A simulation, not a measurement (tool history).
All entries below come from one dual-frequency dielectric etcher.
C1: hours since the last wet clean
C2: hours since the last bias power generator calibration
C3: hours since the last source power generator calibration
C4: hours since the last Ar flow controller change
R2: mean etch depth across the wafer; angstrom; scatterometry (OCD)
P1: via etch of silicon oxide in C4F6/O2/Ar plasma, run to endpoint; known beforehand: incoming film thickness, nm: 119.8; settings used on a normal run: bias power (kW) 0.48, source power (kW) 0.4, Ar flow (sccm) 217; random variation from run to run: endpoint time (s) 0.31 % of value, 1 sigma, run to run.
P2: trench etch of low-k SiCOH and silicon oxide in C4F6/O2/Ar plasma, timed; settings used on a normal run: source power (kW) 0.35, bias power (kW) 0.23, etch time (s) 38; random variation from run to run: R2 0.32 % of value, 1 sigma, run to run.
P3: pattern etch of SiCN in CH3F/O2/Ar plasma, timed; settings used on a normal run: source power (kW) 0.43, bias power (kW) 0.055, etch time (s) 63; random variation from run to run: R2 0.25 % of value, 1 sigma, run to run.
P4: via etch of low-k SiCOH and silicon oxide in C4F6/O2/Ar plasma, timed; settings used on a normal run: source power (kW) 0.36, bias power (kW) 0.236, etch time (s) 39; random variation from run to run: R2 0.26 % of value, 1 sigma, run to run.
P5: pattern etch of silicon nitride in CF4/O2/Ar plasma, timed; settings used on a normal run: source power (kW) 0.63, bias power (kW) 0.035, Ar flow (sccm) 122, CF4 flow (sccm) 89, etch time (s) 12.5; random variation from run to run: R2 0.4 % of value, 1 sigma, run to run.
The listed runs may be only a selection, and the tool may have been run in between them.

Run 1, hour 12.5: process that ran P1, bias power (kW) 0.48, source power (kW) 0.4, Ar flow (sccm) 217; C1 430.1; C2 1521.8; C3 1186.6; C4 1702.8. Result: endpoint time (s) 26.675.
Run 2, hour 20.4: process that ran P3, bias power (kW) 0.055, source power (kW) 0.43, etch time (s) 63; C1 438; C2 1529.7; C3 1194.5; C4 1710.7. Result: R2 226.24 angstrom.
Run 3, hour 33.7: process that ran P2, bias power (kW) 0.278, source power (kW) 0.35, etch time (s) 38; C1 451.3; C2 1543; C3 1207.8; C4 1724. Result: R2 1341.2 angstrom.
Run 4, hour 43.3: process that ran P5, bias power (kW) 0.035, source power (kW) 0.63, Ar flow (sccm) 122, etch time (s) 19, CF4 flow (sccm) 89; C1 460.9; C2 1552.6; C3 1217.4; C4 1733.6. Result: R2 381.58 angstrom.
Run 5, hour 58.6: process that ran P4, bias power (kW) 0.296, source power (kW) 0.36, etch time (s) 39; C1 476.2; C2 1567.9; C3 1232.7; C4 1748.9. Result: R2 1145.8 angstrom.
Run 6, hour 65.7: process that ran P1, bias power (kW) 0.48, source power (kW) 0.4, Ar flow (sccm) 217; C1 483.3; C2 1575; C3 1239.8; C4 1756. Result: endpoint time (s) 26.576.
Run 7, hour 74.5: process that ran P2, bias power (kW) 0.23, source power (kW) 0.28, etch time (s) 38; C1 492.1; C2 1583.8; C3 1248.6; C4 1764.8. Result: R2 1158.1 angstrom.
Run 8, hour 87.7: process that ran P1, bias power (kW) 0.48, source power (kW) 0.54, Ar flow (sccm) 217; C1 505.3; C2 1597; C3 1261.8; C4 1778. Result: endpoint time (s) 23.73.
Run 9, hour 101.5: process that ran P1, bias power (kW) 0.48, source power (kW) 0.3, Ar flow (sccm) 217; C1 519.1; C2 1610.8; C3 1275.6; C4 1791.8. Result: endpoint time (s) 29.597.
Run 10, hour 112.7: process that ran P1, bias power (kW) 0.48, source power (kW) 0.4, Ar flow (sccm) 217; C1 530.3; C2 1622; C3 1286.8; C4 1803. Result: endpoint time (s) 26.633.
Run 11, hour 123.2: process that ran P5, bias power (kW) 0.035, source power (kW) 0.63, Ar flow (sccm) 122, etch time (s) 12.5, CF4 flow (sccm) 89; C1 540.8; C2 1632.5; C3 1297.3; C4 1813.5. Result: R2 250.21 angstrom.
Run 12, hour 136.5: process that ran P3, bias power (kW) 0.055, source power (kW) 0.25, etch time (s) 63; C1 554.1; C2 1645.8; C3 1310.6; C4 1826.8. Result: R2 183.83 angstrom.
Run 13, hour 147.1: process that ran P5, bias power (kW) 0.035, source power (kW) 0.45, Ar flow (sccm) 122, etch time (s) 12.5, CF4 flow (sccm) 89; C1 564.7; C2 1656.4; C3 1321.2; C4 1837.4. Result: R2 187.35 angstrom.
Run 14, hour 155.2: process that ran P5, bias power (kW) 0.045, source power (kW) 0.63, Ar flow (sccm) 122, etch time (s) 12.5, CF4 flow (sccm) 89; C1 572.8; C2 1664.5; C3 1329.3; C4 1845.5. Result: R2 276.52 angstrom.
Run 15, hour 165.7: process that ran P1, bias power (kW) 0.48, source power (kW) 0.4, Ar flow (sccm) 217; C1 583.3; C2 1675; C3 1339.8; C4 1856. Result: endpoint time (s) 26.587.
Run 16, hour 172.9: process that ran P4, bias power (kW) 0.236, source power (kW) 0.36, etch time (s) 25; C1 590.5; C2 1682.2; C3 1347; C4 1863.2. Result: R2 679.13 angstrom.
Run 17, hour 182.9: process that ran P4, bias power (kW) 0.236, source power (kW) 0.36, etch time (s) 39; C1 600.5; C2 1692.2; C3 1357; C4 1873.2. Result: R2 1057.7 angstrom.
Run 18, hour 193.8: process that ran P4, bias power (kW) 0.236, source power (kW) 0.24, etch time (s) 39; C1 611.4; C2 1703.1; C3 1367.9; C4 1884.1. Result: R2 902.2 angstrom.
Run 19, hour 203.9: process that ran P2, bias power (kW) 0.23, source power (kW) 0.35, etch time (s) 38; C1 621.5; C2 1713.2; C3 1378; C4 1894.2. Result: R2 1253 angstrom.
Run 20, hour 219: process that ran P3, bias power (kW) 0.045, source power (kW) 0.43, etch time (s) 63; C1 636.6; C2 1728.3; C3 1393.1; C4 1909.3. Result: R2 212.94 angstrom.
Run 21, hour 231.4: process that ran P1, bias power (kW) 0.356, source power (kW) 0.4, Ar flow (sccm) 217; C1 649; C2 1740.7; C3 1405.5; C4 1921.7. Result: endpoint time (s) 29.688.
Run 22, hour 246: process that ran P5, bias power (kW) 0.035, source power (kW) 0.63, Ar flow (sccm) 100, etch time (s) 12.5, CF4 flow (sccm) 89; C1 663.6; C2 1755.3; C3 1420.1; C4 1936.3. Result: R2 258.92 angstrom.
Run 23, hour 253.3: process that ran P1, bias power (kW) 0.48, source power (kW) 0.4, Ar flow (sccm) 257; C1 670.9; C2 1762.6; C3 1427.4; C4 1943.6. Result: endpoint time (s) 27.035.
Run 24, hour 266.5: process that ran P1, bias power (kW) 0.559, source power (kW) 0.4, Ar flow (sccm) 151; C1 684.1; C2 1775.8; C3 1440.6; C4 1956.8. Result: endpoint time (s) 24.154.
Run 25, hour 274.7: process that ran P1, bias power (kW) 0.48, source power (kW) 0.4, Ar flow (sccm) 217; C1 692.3; C2 1784; C3 1448.8; C4 1965. Result: endpoint time (s) 26.414.
Run 26, hour 282.1: process that ran P2, bias power (kW) 0.23, source power (kW) 0.35, etch time (s) 38; C1 699.7; C2 1791.4; C3 1456.2; C4 1972.4. Result: R2 1258.5 angstrom.
Run 27, hour 296.6: process that ran P3, bias power (kW) 0.055, source power (kW) 0.43, etch time (s) 77; C1 714.2; C2 1805.9; C3 1470.7; C4 1986.9. Result: R2 276.49 angstrom.
Run 28, hour 306: process that ran P1, bias power (kW) 0.48, source power (kW) 0.4, Ar flow (sccm) 136; C1 723.6; C2 1815.3; C3 1480.1; C4 1996.3. Result: endpoint time (s) 25.208.
Run 29, hour 313.9: process that ran P1, bias power (kW) 0.636, source power (kW) 0.4, Ar flow (sccm) 217; C1 731.5; C2 1823.2; C3 1488; C4 2004.2. Result: endpoint time (s) 24.016.
Run 30, hour 325: process that ran P2, bias power (kW) 0.23, source power (kW) 0.35, etch time (s) 21; C1 742.6; C2 1834.3; C3 1499.1; C4 2015.3. Result: R2 691.92 angstrom.
Run 31, hour 338.3: process that ran P5, bias power (kW) 0.035, source power (kW) 0.63, Ar flow (sccm) 122, etch time (s) 12.5, CF4 flow (sccm) 125; C1 755.9; C2 1847.6; C3 1512.4; C4 2028.6. Result: R2 265.33 angstrom.
Run 32, hour 346.6: process that ran P1, bias power (kW) 0.48, source power (kW) 0.4, Ar flow (sccm) 217; C1 764.2; C2 1855.9; C3 1520.7; C4 2036.9. Result: endpoint time (s) 26.691.
Run 33, hour 357.3: process that ran P1, bias power (kW) 0.48, source power (kW) 0.4, Ar flow (sccm) 217; C1 774.9; C2 1866.6; C3 1531.4; C4 2047.6. Result: endpoint time (s) 26.418.
Run 34, hour 370.5: process that ran P1, bias power (kW) 0.48, source power (kW) 0.4, Ar flow (sccm) 217; C1 788.1; C2 1879.8; C3 1544.6; C4 2060.8. Result: endpoint time (s) 26.41.
At hour 374.8: Ar flow controller replaced.
Run 35, hour 385.2: process that ran P1, bias power (kW) 0.48, source power (kW) 0.4, Ar flow (sccm) 217; C1 802.8; C2 1894.5; C3 1559.3; C4 10.4. Result: endpoint time (s) 26.243.
Run 36, hour 393.5: process that ran P1, bias power (kW) 0.48, source power (kW) 0.4, Ar flow (sccm) 217; C1 811.1; C2 1902.8; C3 1567.6; C4 18.7. Result: endpoint time (s) 25.989.
At hour 401.9: wet clean of the chamber.
Run 37, hour 402.8: process that ran P1, bias power (kW) 0.48, source power (kW) 0.4, Ar flow (sccm) 217; C1 1; C2 1912.1; C3 1576.9; C4 28. Result: endpoint time (s) 26.192.
Run 38, hour 410.9: process that ran P1, bias power (kW) 0.48, source power (kW) 0.4, Ar flow (sccm) 217; C1 9.1; C2 1920.2; C3 1585; C4 36.1. Result: endpoint time (s) 26.203.
Run 39, hour 424: process that ran P1, bias power (kW) 0.48, source power (kW) 0.4, Ar flow (sccm) 217; C1 22.2; C2 1933.3; C3 1598.1; C4 49.2. Result: endpoint time (s) 26.178.

Compared with where it was, what P1 gives has crept away. Each cause listed below fits the log as well as the rest, at the size given for it:
A: source power that arrives over what is set, % = 4.37
B: bias power that arrives over what is set, % = 4.33
At approximately hour 346.6, the process output began to creep.
The rest of the possible causes, and what rules out each one:
chamber walls in a state that raises the etch rate, %: work on it at hour 401.9, done after the drift set in, did not restore what the process gave before
Ar flow that arrives under what is set, %: work on it at hour 374.8, done after the drift set in, did not restore what the process gave before

Below are 4 check runs, each averaged over 2 wafers, with their results shown as question marks. Which of them would give clearly different results depending on which cause is behind the drift?
Run check 1, hour 437.1: process that ran P2, bias power (kW) 0.23, source power (kW) 0.35, etch time (s) 38. Result: R2 ?.
Run check 2, hour 437.1: process that ran P3, bias power (kW) 0.055, source power (kW) 0.43, etch time (s) 63. Result: R2 ?.
Run check 3, hour 437.1: process that ran P4, bias power (kW) 0.236, source power (kW) 0.36, etch time (s) 39. Result: R2 ?.
Run check 4, hour 437.1: process that ran P5, bias power (kW) 0.035, source power (kW) 0.63, Ar flow (sccm) 122, etch time (s) 12.5, CF4 flow (sccm) 89. Result: R2 ?.

Expected result of each check under each candidate cause:
  check  result    if A    if B
check 1      R2    1275  1272.3
check 2      R2  230.32  229.77
check 3      R2    1076  1073.8
check 4      R2  260.95  255.16
Gap, in per cent, between the two causes that each check separates least, read from the result that separates them most: check 1 0.21 %; check 2 0.24 %; check 3 0.21 %; check 4 2.25 %
Only in check 4 would the causes give clearly different results; in the remaining checks their results would be nearly the same.

Check 4 was then run and gave: R2 260.48 angstrom. Which cause is it?

The cause is A: source power that arrives over what is set, %.
